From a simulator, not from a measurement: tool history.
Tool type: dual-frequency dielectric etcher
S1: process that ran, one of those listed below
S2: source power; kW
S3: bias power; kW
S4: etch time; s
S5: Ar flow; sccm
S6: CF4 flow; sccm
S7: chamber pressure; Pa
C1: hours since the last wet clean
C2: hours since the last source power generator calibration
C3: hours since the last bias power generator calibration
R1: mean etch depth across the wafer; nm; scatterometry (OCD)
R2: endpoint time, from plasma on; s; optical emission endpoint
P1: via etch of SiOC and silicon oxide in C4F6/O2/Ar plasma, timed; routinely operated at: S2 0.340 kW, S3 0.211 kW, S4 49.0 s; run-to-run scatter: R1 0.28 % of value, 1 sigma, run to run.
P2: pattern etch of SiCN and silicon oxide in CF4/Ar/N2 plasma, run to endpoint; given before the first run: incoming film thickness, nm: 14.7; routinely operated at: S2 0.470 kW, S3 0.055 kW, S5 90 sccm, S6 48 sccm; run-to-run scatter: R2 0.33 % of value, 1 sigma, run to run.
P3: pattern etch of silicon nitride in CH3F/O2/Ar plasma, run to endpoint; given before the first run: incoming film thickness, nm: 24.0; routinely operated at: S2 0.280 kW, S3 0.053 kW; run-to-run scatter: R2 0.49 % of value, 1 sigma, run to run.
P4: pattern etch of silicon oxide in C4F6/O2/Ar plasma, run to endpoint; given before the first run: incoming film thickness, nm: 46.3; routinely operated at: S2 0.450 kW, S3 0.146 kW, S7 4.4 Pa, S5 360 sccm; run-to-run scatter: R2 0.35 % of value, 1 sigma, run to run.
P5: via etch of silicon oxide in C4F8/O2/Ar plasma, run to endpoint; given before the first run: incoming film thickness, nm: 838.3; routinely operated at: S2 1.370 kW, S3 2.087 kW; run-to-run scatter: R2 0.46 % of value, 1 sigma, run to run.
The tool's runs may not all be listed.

run 1 day=0.292 | S1=P1 S2=0.340 S3=0.211 S4=49.0 | C1=254.1 C2=829.9 C3=849.1 | R1=53.372
run 2 day=0.558 | S1=P2 S2=0.470 S3=0.055 S5=112 S6=48 | C1=260.5 C2=836.3 C3=855.5 | R2=18.540
run 3 day=0.912 | S1=P1 S2=0.340 S3=0.271 S4=32.5 | C1=269.0 C2=844.8 C3=864.0 | R1=38.714
run 4 day=1.275 | S1=P3 S2=0.390 S3=0.053 | C1=277.7 C2=853.5 C3=872.7 | R2=38.940
run 5 day=1.608 | S1=P1 S2=0.440 S3=0.289 S4=49.0 | C1=285.7 C2=861.5 C3=880.7 | R1=65.600
run 6 day=1.933 | S1=P5 S2=1.370 S3=2.087 | C1=293.5 C2=869.3 C3=888.5 | R2=192.320
run 7 day=2.108 | S1=P1 S2=0.220 S3=0.156 S4=49.0 | C1=297.7 C2=873.5 C3=892.7 | R1=40.844
run 8 day=2.333 | S1=P4 S2=0.450 S3=0.146 S5=360 S7=4.4 | C1=303.1 C2=878.9 C3=898.1 | R2=14.560
run 9 day=2.717 | S1=P1 S2=0.340 S3=0.261 S4=49.0 | C1=312.3 C2=888.1 C3=907.3 | R1=57.491
run 10 day=2.971 | S1=P4 S2=0.450 S3=0.146 S5=360 S7=6.0 | C1=318.4 C2=894.2 C3=913.4 | R2=15.007
run 11 day=3.150 | S1=P3 S2=0.280 S3=0.075 | C1=322.7 C2=898.5 C3=917.7 | R2=39.447
run 12 day=3.508 | S1=P1 S2=0.340 S3=0.211 S4=49.0 | C1=331.3 C2=907.1 C3=926.3 | R1=53.437
run 13 day=3.896 | S1=P1 S2=0.340 S3=0.211 S4=49.0 | C1=340.6 C2=916.4 C3=935.6 | R1=53.350
run 14 day=4.183 | S1=P1 S2=0.340 S3=0.211 S4=36.5 | C1=347.5 C2=923.3 C3=942.5 | R1=39.870
run 15 day=4.425 | S1=P4 S2=0.450 S3=0.146 S5=287 S7=4.4 | C1=353.3 C2=929.1 C3=948.3 | R2=14.103
run 16 day=4.654 | S1=P2 S2=0.470 S3=0.055 S5=90 S6=48 | C1=358.8 C2=934.6 C3=953.8 | R2=17.811
run 17 day=4.829 | S1=P3 S2=0.280 S3=0.053 | C1=363.0 C2=938.8 C3=958.0 | R2=44.259
run 18 day=5.162 | S1=P2 S2=0.300 S3=0.055 S5=90 S6=48 | C1=371.0 C2=946.8 C3=966.0 | R2=26.231
run 19 day=5.462 | S1=P5 S2=1.860 S3=2.087 | C1=378.2 C2=954.0 C3=973.2 | R2=169.230
run 20 day=5.779 | S1=P5 S2=1.370 S3=2.087 | C1=385.8 C2=961.6 C3=980.8 | R2=192.570
run 21 day=6.079 | S1=P1 S2=0.340 S3=0.145 S4=49.0 | C1=393.0 C2=968.8 C3=988.0 | R1=47.429
run 22 day=6.442 | S1=P4 S2=0.450 S3=0.201 S5=360 S7=4.4 | C1=401.7 C2=977.5 C3=996.7 | R2=13.112
run 23 day=6.733 | S1=P1 S2=0.340 S3=0.211 S4=49.0 | C1=408.7 C2=984.5 C3=1003.7 | R1=53.191
run 24 day=7.033 | S1=P4 S2=0.450 S3=0.146 S5=360 S7=4.4 | C1=415.9 C2=991.7 C3=1010.9 | R2=14.537
run 25 day=7.421 | S1=P2 S2=0.470 S3=0.055 S5=90 S6=67 | C1=425.2 C2=1001.0 C3=1020.2 | R2=16.794
run 26 day=7.762 | S1=P2 S2=0.470 S3=0.035 S5=90 S6=48 | C1=433.4 C2=1009.2 C3=1028.4 | R2=20.462
run 27 day=8.088 | S1=P1 S2=0.220 S3=0.211 S4=49.0 | C1=441.2 C2=1017.0 C3=1036.2 | R1=45.231
run 28 day=8.288 | S1=P3 S2=0.280 S3=0.053 | C1=446.0 C2=1021.8 C3=1041.0 | R2=44.147
run 29 day=8.558 | S1=P4 S2=0.300 S3=0.146 S5=360 S7=4.4 | C1=452.5 C2=1028.3 C3=1047.5 | R2=16.996
run 30 day=8.846 | S1=P1 S2=0.340 S3=0.211 S4=49.0 | C1=459.4 C2=1035.2 C3=1054.4 | R1=53.285
run 31 day=9.242 | S1=P1 S2=0.470 S3=0.211 S4=49.0 | C1=468.9 C2=1044.7 C3=1063.9 | R1=60.640
run 32 day=9.588 | S1=P1 S2=0.340 S3=0.211 S4=65.5 | C1=477.2 C2=1053.0 C3=1072.2 | R1=71.666
run 33 day=9.867 | S1=P5 S2=1.370 S3=2.821 | C1=483.9 C2=1059.7 C3=1078.9 | R2=175.500
run 34 day=10.150 | S1=P1 S2=0.340 S3=0.211 S4=49.0 | C1=490.7 C2=1066.5 C3=1085.7 | R1=53.341
run 35 day=10.346 | S1=P1 S2=0.340 S3=0.211 S4=49.0 | C1=495.4 C2=1071.2 C3=1090.4 | R1=53.386
run 36 day=10.596 | S1=P1 S2=0.340 S3=0.211 S4=49.0 | C1=501.4 C2=1077.2 C3=1096.4 | R1=53.140
run 37 day=10.779 | S1=P1 S2=0.340 S3=0.211 S4=49.0 | C1=505.8 C2=1081.6 C3=1100.8 | R1=53.026
run 38 day=11.171 | S1=P1 S2=0.340 S3=0.211 S4=49.0 | C1=515.2 C2=1091.0 C3=1110.2 | R1=52.874
-- day=11.392 wet clean of the chamber
run 39 day=11.492 | S1=P1 S2=0.340 S3=0.211 S4=49.0 | C1=2.5 C2=1098.7 C3=1117.9 | R1=53.250
run 40 day=11.692 | S1=P1 S2=0.340 S3=0.211 S4=49.0 | C1=7.3 C2=1103.5 C3=1122.7 | R1=52.792
run 41 day=12.058 | S1=P1 S2=0.340 S3=0.211 S4=49.0 | C1=16.1 C2=1112.3 C3=1131.5 | R1=52.649
run 42 day=12.250 | S1=P1 S2=0.340 S3=0.211 S4=49.0 | C1=20.7 C2=1116.9 C3=1136.1 | R1=52.602
run 43 day=12.504 | S1=P1 S2=0.340 S3=0.211 S4=49.0 | C1=26.8 C2=1123.0 C3=1142.2 | R1=52.430
run 44 day=12.733 | S1=P1 S2=0.340 S3=0.211 S4=49.0 | C1=32.3 C2=1128.5 C3=1147.7 | R1=52.796

The output of P1 has drifted from where it used to be. Each of the 2 causes below, taken at the size shown beside it, accounts for the log equally well:
A: source power that arrives under what is set, % = 3.59
B: bias power that arrives under what is set, % = 4.09
Creep in the process output first set in at about day 10.150.
Excluded causes, each with its reason:
chamber walls in a state that lowers the etch rate, %: was serviced at day 11.392, once the creep was under way, yet the earlier output never came back

Consider the 4 check runs below, whose results appear as question marks and each of which averages 2 wafers. Which one distinguishes the causes, in that each cause would give it a clearly different result?
run check 1 day=12.962 | S1=P2 S2=0.470 S3=0.039 S5=90 S6=65 | R2=?
run check 2 day=12.962 | S1=P3 S2=0.390 S3=0.073 | R2=?
run check 3 day=12.962 | S1=P4 S2=0.370 S3=0.146 S5=360 S7=4.4 | R2=?
run check 4 day=12.962 | S1=P5 S2=1.660 S3=2.651 | R2=?

Check results expected under each cause:
check=check_1 result=R2 if_A=19.315 if_B=18.913
check=check_2 result=R2 if_A=35.315 if_B=35.332
check=check_3 result=R2 if_A=15.859 if_B=15.830
check=check_4 result=R2 if_A=167.940 if_B=167.680
How far apart the two closest causes lie, in the result that separates them most: check 1 2.1 %; check 2 0.05 %; check 3 0.18 %; check 4 0.15 %
Only check 1 tells the causes apart: in the others they would give nearly the same result.

Then check 1 was run and gave: R2 18.957 s. Which cause is it?

B is the cause: bias power that arrives under what is set, %.
